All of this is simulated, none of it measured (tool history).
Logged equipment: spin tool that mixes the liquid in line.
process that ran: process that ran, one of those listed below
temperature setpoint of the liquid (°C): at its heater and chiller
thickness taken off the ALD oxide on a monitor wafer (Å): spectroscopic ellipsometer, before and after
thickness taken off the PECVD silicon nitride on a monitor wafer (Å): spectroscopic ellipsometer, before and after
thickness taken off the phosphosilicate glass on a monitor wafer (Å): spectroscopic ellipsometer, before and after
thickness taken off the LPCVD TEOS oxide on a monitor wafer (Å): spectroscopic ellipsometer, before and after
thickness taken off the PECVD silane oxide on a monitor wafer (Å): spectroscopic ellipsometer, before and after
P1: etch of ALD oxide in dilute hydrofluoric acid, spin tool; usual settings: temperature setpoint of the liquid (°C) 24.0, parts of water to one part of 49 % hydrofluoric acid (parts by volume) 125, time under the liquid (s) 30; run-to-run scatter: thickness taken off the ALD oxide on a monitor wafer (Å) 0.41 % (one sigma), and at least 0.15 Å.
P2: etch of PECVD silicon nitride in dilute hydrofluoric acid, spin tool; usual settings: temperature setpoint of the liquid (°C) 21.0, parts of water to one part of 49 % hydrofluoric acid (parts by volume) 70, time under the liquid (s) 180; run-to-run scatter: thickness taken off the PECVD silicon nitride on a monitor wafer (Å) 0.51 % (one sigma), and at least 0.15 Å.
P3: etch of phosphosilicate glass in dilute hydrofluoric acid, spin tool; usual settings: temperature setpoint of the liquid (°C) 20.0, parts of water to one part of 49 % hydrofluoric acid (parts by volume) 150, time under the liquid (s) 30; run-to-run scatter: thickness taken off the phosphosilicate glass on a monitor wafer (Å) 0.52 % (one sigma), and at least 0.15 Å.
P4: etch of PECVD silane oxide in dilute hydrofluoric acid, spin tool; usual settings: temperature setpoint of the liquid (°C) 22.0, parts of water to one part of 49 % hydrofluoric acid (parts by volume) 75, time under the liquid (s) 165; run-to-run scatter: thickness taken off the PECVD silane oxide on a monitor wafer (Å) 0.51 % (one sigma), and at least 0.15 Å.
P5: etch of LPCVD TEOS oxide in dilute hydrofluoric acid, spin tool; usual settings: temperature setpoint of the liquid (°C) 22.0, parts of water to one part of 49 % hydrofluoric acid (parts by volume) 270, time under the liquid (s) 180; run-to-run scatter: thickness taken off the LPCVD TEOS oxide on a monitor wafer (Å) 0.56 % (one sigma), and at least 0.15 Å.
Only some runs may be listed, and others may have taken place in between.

run,hour,process that ran,temperature setpoint of the liquid (°C),parts of water to one part of 49 % hydrofluoric acid (parts by volume),time under the liquid (s),thickness taken off the ALD oxide on a monitor wafer (Å),thickness taken off the PECVD silicon nitride on a monitor wafer (Å),thickness taken off the phosphosilicate glass on a monitor wafer (Å),thickness taken off the LPCVD TEOS oxide on a monitor wafer (Å),thickness taken off the PECVD silane oxide on a monitor wafer (Å)
1,3.6,P1,24.0,125,30,63.908,,,,
2,8.7,P2,21.0,70,180,,116.460,,,
3,12.9,P1,17.0,125,30,47.982,,,,
4,17.5,P1,24.0,125,30,63.672,,,,
5,20.9,P3,20.0,150,30,,,213.38,,
6,25.6,P2,28.0,70,180,,186.820,,,
7,28.5,P1,24.0,125,30,63.670,,,,
8,32.1,P3,20.0,150,30,,,213.48,,
9,36.8,P1,24.0,125,15,31.489,,,,
10,39.3,P2,21.0,70,260,,168.390,,,
11,41.8,P1,18.0,125,15,24.838,,,,
# hour 43.9: hydrofluoric acid flow meter replaced
12,45.7,P5,22.0,270,180,,,,187.990,
13,49.1,P1,29.5,125,30,77.716,,,,
14,53.6,P4,22.0,75,35,,,,,66.112
15,57.2,P1,24.0,125,30,63.589,,,,
16,59.5,P1,24.0,125,30,63.492,,,,
17,62.6,P4,17.0,75,165,,,,,252.750
18,67.4,P3,20.0,40,30,,,908.88,,
19,72.4,P5,22.0,270,270,,,,281.410,
20,77.1,P1,24.0,185,30,39.867,,,,
21,81.3,P1,24.0,35,30,255.000,,,,
22,85.4,P5,22.0,470,180,,,,90.171,
23,89.7,P2,21.0,125,180,,66.416,,,
24,94.4,P1,24.0,125,55,116.660,,,,
# hour 95.5: thermometer replaced
25,98.7,P3,17.0,150,30,,,188.37,,
26,101.8,P5,18.0,270,180,,,,161.970,
27,105.4,P1,24.0,125,30,64.430,,,,
28,110.1,P4,22.0,75,165,,,,,310.650
29,112.6,P4,22.0,125,165,,,,,177.430
30,117.0,P2,21.0,70,180,,116.430,,,
31,121.7,P3,20.0,150,60,,,426.58,,
32,126.5,P1,24.0,125,30,63.933,,,,
33,131.1,P1,24.0,125,30,62.033,,,,
34,134.4,P1,24.0,125,30,61.344,,,,
35,139.4,P1,24.0,125,30,60.266,,,,
36,144.2,P1,24.0,125,30,60.295,,,,
37,148.8,P1,24.0,125,30,60.130,,,,
38,152.5,P1,24.0,125,30,59.372,,,,
39,155.6,P1,24.0,125,30,59.473,,,,
40,158.3,P1,24.0,125,30,59.128,,,,
41,162.2,P1,24.0,125,30,59.659,,,,
42,164.8,P1,24.0,125,30,59.468,,,,

What P1 gives has crept away from where it was. These 2 causes fit the log equally well, each at the size given:
A: liquid colder than its thermometer reads (K) = 1.76
B: hydrofluoric acid flow below the setpoint (%) = 5.81
The creep began at about hour 126.5.

Each of the 4 check runs below uses one wafer; its results are left as question marks. Which run tells the causes apart?
check 1,167.4,P5,22.0,270,180,,,,?,
check 2,167.4,P3,20.0,150,30,,,?,,
check 3,167.4,P4,22.0,75,165,,,,,?
check 4,167.4,P2,21.0,70,180,,?,,,

What each check would give under each cause:
check,result,if A,if B
check 1,thickness taken off the LPCVD TEOS oxide on a monitor wafer (Å),175.870,173.910
check 2,thickness taken off the phosphosilicate glass on a monitor wafer (Å),198.08,198.32
check 3,thickness taken off the PECVD silane oxide on a monitor wafer (Å),291.050,293.180
check 4,thickness taken off the PECVD silicon nitride on a monitor wafer (Å),103.780,110.490
How far apart the two closest causes lie, in the result that separates them most: check 1 1.12 %; check 2 0.12 %; check 3 0.73 %; check 4 6.26 %
The causes can be told apart only by check 4. The other checks would give nearly the same results under each of them.

After running check 4, the following was obtained: thickness taken off the PECVD silicon nitride on a monitor wafer (Å) 110.830. Which cause does this point to?

It was cause B: hydrofluoric acid flow below the setpoint (%).

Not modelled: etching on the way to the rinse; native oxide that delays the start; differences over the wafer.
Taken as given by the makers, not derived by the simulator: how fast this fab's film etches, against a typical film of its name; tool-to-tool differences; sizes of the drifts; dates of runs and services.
